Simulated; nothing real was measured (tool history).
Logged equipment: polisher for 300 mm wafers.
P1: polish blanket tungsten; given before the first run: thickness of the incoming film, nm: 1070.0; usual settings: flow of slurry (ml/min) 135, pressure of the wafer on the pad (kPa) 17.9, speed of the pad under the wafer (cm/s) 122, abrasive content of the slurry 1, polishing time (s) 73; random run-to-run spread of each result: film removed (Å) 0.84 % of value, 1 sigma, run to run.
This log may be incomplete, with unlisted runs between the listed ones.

run	hour	flow of slurry (ml/min)	pressure of the wafer on the pad (kPa)	speed of the pad under the wafer (cm/s)	abrasive content of the slurry	polishing time (s)	wafers polished on this pad	hours since the slurry nozzle was cleaned	hours since the head pressure was calibrated	hours since the slurry blender was calibrated	hours since the slurry got fresh peroxide	film removed (Å)
1	13	135	17.9	122	1	73	247	365.3	492.7	61	35.5	2394.4
2	30.9	135	17.9	122	1	73	345	383.2	510.6	78.9	53.4	2379.9
3	43.9	180	17.9	122	1	53	417	396.2	523.6	91.9	66.4	1823.9
4	55.9	135	17.9	122	1	73	482	408.2	535.6	103.9	78.4	2382.1
5	70.1	135	17.9	122	0.55	73	560	422.4	549.8	118.1	92.6	2064.4
6	87.6	135	17.9	188	1	73	656	439.9	567.3	135.6	110.1	3667.8
7	99.7	135	17.9	122	1	73	722	452	579.4	147.7	122.2	2380.8
8	115.2	135	17.9	122	1	73	807	467.5	594.9	163.2	137.7	2357
9	130.9	190	17.9	122	1	46	893	483.2	610.6	178.9	153.4	1587.2
10	144.1	135	27.6	122	1	73	966	496.4	623.8	192.1	166.6	3697.7
11	156.5	135	17.9	122	1	73	1034	508.8	636.2	204.5	179	2346.7
12	173	135	11.7	122	1	73	1124	525.3	652.7	221	195.5	1536.4
13	181.5	135	17.9	58	1	73	1171	533.8	661.2	229.5	204	1131.3
14	192.7	210	17.9	122	1	73	1232	545	672.4	240.7	215.2	2537.3
15	208.5	135	17.9	122	1	99	1319	560.8	688.2	256.5	231	3189.9
16	218.9	135	17.9	122	1	33	1376	571.2	698.6	266.9	241.4	1072.1
17	229.4	135	17.9	122	1.45	73	1433	581.7	709.1	277.4	251.9	2581.1
18	244.3	80	17.9	122	1	73	1515	596.6	724	292.3	266.8	2089.9
19	255	135	17.9	122	1	73	1573	607.3	734.7	303	277.5	2382.6
20	268.2	135	17.9	122	1	73	1646	620.5	747.9	316.2	290.7	2350.7
21	285.7	135	17.9	122	1	73	1742	638	765.4	333.7	308.2	2314.9
22	296.4	135	17.9	122	1	73	1800	648.7	776.1	344.4	318.9	2269.7
23	307.7	135	17.9	122	1	73	1862	660	787.4	355.7	330.2	2199.2
24	323.6	135	17.9	122	1	73	1949	675.9	803.3	371.6	346.1	2195.8
# hour 327.3: head pressure recalibrated
# hour 340.6: worn pad replaced by a new one
25	340.9	135	17.9	122	1	73	1	693.2	13.6	388.9	363.4	2142.9
26	352.1	135	17.9	122	1	73	63	704.4	24.8	400.1	374.6	2197
27	361.4	135	17.9	122	1	73	114	713.7	34.1	409.4	383.9	2131.2
28	379.2	135	17.9	122	1	73	211	731.5	51.9	427.2	401.7	2117
# hour 385: slurry blender recalibrated
29	394	135	17.9	122	1	73	292	746.3	66.7	9.1	416.5	2126.9
30	410.8	135	17.9	122	1	73	384	763.1	83.5	25.9	433.3	2115.1
31	429.1	135	17.9	122	1	73	484	781.4	101.8	44.2	451.6	2142.3

The output of P1 has drifted from where it used to be. Each of the 2 causes below, taken at the size shown beside it, accounts for the log equally well:
A: slurry flow missing at the pad, % = 37.7
B: peroxide lost from the slurry, % = 24.9
Creep in the process output first set in at about hour 268.2.
Each remaining cause and why it is not a fit:
removal rate lost through wear of the pad, %: serviced at hour 340.6, after the change had begun; the process did not return to its earlier output
head's pressure below its setpoint, %: serviced at hour 327.3, after the change had begun; the process did not return to its earlier output
abrasive missing from the slurry, %: serviced at hour 385, after the change had begun; the process did not return to its earlier output

Consider the 4 check runs below, whose results appear as question marks and each of which averages 5 wafers. Which one distinguishes the causes, in that each cause would give it a clearly different result?
check 1	447.4	135	22.8	122	1.45	73						?
check 2	447.4	195	17.9	122	1	73						?
check 3	447.4	135	17.9	122	1	33						?
check 4	447.4	135	17.9	62	1	73						?

Check results expected under each cause:
check	result	if A	if B
check 1	film removed (Å)	2945.9	2946.2
check 2	film removed (Å)	2325.9	2253.2
check 3	film removed (Å)	959.47	959.57
check 4	film removed (Å)	1078.6	1078.7
Smallest distance between any two causes, each pair judged by its most separating result, in per cent: check 1 0.01 %; check 2 3.18 %; check 3 0.01 %; check 4 0.01 %
Of the check runs offered, only check 2 discriminates between the causes; the rest would read about the same regardless of which cause applies.

Then check 2 was run and gave: film removed (Å) 2324.2. Which cause is it?

The correct cause is A, namely: slurry flow missing at the pad, %.

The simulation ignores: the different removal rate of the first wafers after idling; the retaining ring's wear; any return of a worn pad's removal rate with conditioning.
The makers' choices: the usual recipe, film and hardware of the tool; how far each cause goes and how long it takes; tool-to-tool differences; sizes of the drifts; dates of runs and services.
